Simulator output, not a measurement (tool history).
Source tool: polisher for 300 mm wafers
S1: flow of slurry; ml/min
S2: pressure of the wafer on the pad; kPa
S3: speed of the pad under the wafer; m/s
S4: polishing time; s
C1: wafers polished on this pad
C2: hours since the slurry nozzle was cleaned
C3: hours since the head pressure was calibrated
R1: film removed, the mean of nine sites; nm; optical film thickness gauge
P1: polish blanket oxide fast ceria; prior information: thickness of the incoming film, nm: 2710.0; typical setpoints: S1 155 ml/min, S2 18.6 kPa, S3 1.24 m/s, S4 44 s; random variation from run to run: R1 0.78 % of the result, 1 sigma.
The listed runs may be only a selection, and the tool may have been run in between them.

run,hour,S1,S2,S3,S4,C1,C2,C3,R1
1,5.2,155,18.6,1.24,44,514,295.5,284.6,821.51
2,11.2,155,18.6,1.24,44,598,301.5,290.6,831.99
3,15.5,95,18.6,1.58,44,658,305.8,294.9,943.12
4,22.3,155,27.6,1.24,44,753,312.6,301.7,1228.4
5,29,155,18.6,1.64,44,847,319.3,308.4,1088
6,35.3,95,18.6,1.24,44,935,325.6,314.7,738.8
7,41.4,155,18.6,1.24,44,1020,331.7,320.8,825.41
8,49.1,155,18.6,1.24,44,1128,339.4,328.5,819.23
9,56.4,155,18.6,0.56,44,1230,346.7,335.8,370.42
10,60.6,155,18.6,1.24,32,1288,350.9,340,594.6
11,68.2,235,18.6,1.24,44,1395,358.5,347.6,883.57
12,74.7,155,18.6,1.24,58,1485,365,354.1,1078.3
13,81.3,155,18.6,1.24,44,1578,371.6,360.7,825.05

Run 14 has not been measured yet. What should we expect?
14,86.3,155,18.6,1.24,44,1648,376.6,365.7,?

{"run 14": {"R1": 817.27}}
